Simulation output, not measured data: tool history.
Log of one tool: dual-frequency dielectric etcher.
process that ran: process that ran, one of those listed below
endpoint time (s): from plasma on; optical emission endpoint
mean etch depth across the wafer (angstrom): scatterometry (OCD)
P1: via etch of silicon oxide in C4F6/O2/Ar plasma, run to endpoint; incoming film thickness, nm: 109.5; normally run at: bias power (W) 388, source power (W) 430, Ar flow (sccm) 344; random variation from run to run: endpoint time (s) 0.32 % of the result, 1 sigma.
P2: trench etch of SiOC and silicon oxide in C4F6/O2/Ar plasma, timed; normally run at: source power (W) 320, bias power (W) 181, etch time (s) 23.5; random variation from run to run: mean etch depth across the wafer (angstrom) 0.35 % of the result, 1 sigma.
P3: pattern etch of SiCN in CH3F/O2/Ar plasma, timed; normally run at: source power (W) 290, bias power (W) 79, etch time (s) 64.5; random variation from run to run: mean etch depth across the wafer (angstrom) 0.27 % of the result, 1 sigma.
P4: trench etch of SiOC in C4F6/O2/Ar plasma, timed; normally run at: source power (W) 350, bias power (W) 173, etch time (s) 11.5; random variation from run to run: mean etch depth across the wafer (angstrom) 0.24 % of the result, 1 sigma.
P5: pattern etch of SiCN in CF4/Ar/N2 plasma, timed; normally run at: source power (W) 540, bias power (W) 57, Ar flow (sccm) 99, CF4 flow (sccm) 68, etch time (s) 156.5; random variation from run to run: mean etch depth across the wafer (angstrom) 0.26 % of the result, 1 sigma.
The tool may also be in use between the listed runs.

run     day  process that ran  bias power (W)  source power (W)  Ar flow (sccm)  etch time (s)  CF4 flow (sccm)  endpoint time (s)  mean etch depth across the wafer (angstrom)
  1   0.433                P1             388               430             344                                             26.777
  2     0.7                P3              79               290                           64.5                                                                           227.09
  3   1.175                P3              79               290                           46.5                                                                           164.18
  4   1.575                P5              57               360              99          156.5               68                                                          1021.6
  5   1.879                P2             181               320                           23.5                                                                            434.4
  6   2.354                P1             472               430             344                                             25.022
  7   2.717                P2             181               320                           32.5                                                                           599.23
  8   3.129                P1             388               430             344                                             26.788
  9   3.496                P4             173               350                           11.5                                                                           232.59
 10   3.929                P1             227               430             344                                             32.338
 11   4.379                P3              79               290                           64.5                                                                           228.94
 12   4.767                P1             388               430             344                                             26.884
 13   5.242                P1             459               430             214                                             23.985
      5.267  -- source power generator calibrated
 14   5.512                P2             181               190                           23.5                                                                           355.09
 15   5.821                P1             388               430             424                                              27.46
 16   6.288                P1             494               270             344                                             29.188
 17   6.588                P5              57               540              99          156.5               68                                                          1457.2
 18    7.05                P1             388               430             344                                             26.857
 19   7.379                P1             388               430             224                                             25.679
 20   7.842                P1             388               430             344                                             27.095
 21   8.262                P1             388               260             344                                             32.523
 22   8.733                P3              60               290                           64.5                                                                           206.17
 23     9.1                P3              79               180                           64.5                                                                           191.39
 24   9.446                P5              57               540              99          156.5               50                                                          1383.9
 25   9.867                P1             242               430             218                                             30.147
 26  10.342                P4             101               350                           11.5                                                                           197.59
 27  10.788                P1             388               540             344                                             24.608
 28  11.133                P2             106               320                           23.5                                                                           369.84
 29  11.446                P4             173               350                           11.5                                                                           232.75
 30  11.738                P5              57               540             126          156.5               68                                                          1400.3
 31  12.029                P5              57               540              99            205               68                                                          1914.6
 32   12.45                P4             173               350                           15.5                                                                           314.71
 33  12.896                P1             388               430             344                                             26.839
 34  13.271                P4             173               250                           11.5                                                                           204.84
 35  13.688                P5              41               540              99          156.5               68                                                            1321
 36  14.004                P1             388               430             344                                              26.98
 37  14.321                P1             388               430             344                                             26.687
 38  14.704                P1             388               430             344                                             26.647
 39   14.95                P1             388               430             344                                             26.531
     15.171  -- Ar flow controller replaced
     15.267  -- wet clean of the chamber
 40  15.325                P1             388               430             344                                             26.556
 41  15.542                P1             388               430             344                                             26.394
 42  15.971                P1             388               430             344                                             26.365

What P1 gives has crept away from where it was. These 2 causes fit the log equally well, each at the size given:
A: source power that arrives over what is set, % = 4.38
B: bias power that arrives over what is set, % = 4.56
The creep began at about day 14.004.
Why every other cause is out:
chamber walls in a state that raises the etch rate, %: serviced at day 15.267, which brought nothing back
Ar flow that arrives under what is set, %: serviced at day 15.171, which brought nothing back

4 check runs are offered, one wafer each, their results left as question marks. Which one tells the causes apart?
check 1  16.4                P5              57               540             118          156.5               68                                                               ?
check 2  16.4                P3              64               200                           64.5                                                                                ?
check 3  16.4                P2             181               270                           31.5                                                                                ?
check 4  16.4                P4             173               260                           11.5                                                                                ?

What each check would give under each cause:
  check                                       result    if A    if B
check 1  mean etch depth across the wafer (angstrom)  1474.4  1441.2
check 2  mean etch depth across the wafer (angstrom)  186.82  186.86
check 3  mean etch depth across the wafer (angstrom)  554.41  553.34
check 4  mean etch depth across the wafer (angstrom)  210.98  210.54
How far apart the two closest causes lie, in the result that separates them most: check 1 2.28 %; check 2 0.02 %; check 3 0.19 %; check 4 0.21 %
Only check 1 tells the causes apart: in the others they would give nearly the same result.

Then check 1 was run and gave: mean etch depth across the wafer (angstrom) 1470.4. Which cause is it?

It is A: source power that arrives over what is set, %.

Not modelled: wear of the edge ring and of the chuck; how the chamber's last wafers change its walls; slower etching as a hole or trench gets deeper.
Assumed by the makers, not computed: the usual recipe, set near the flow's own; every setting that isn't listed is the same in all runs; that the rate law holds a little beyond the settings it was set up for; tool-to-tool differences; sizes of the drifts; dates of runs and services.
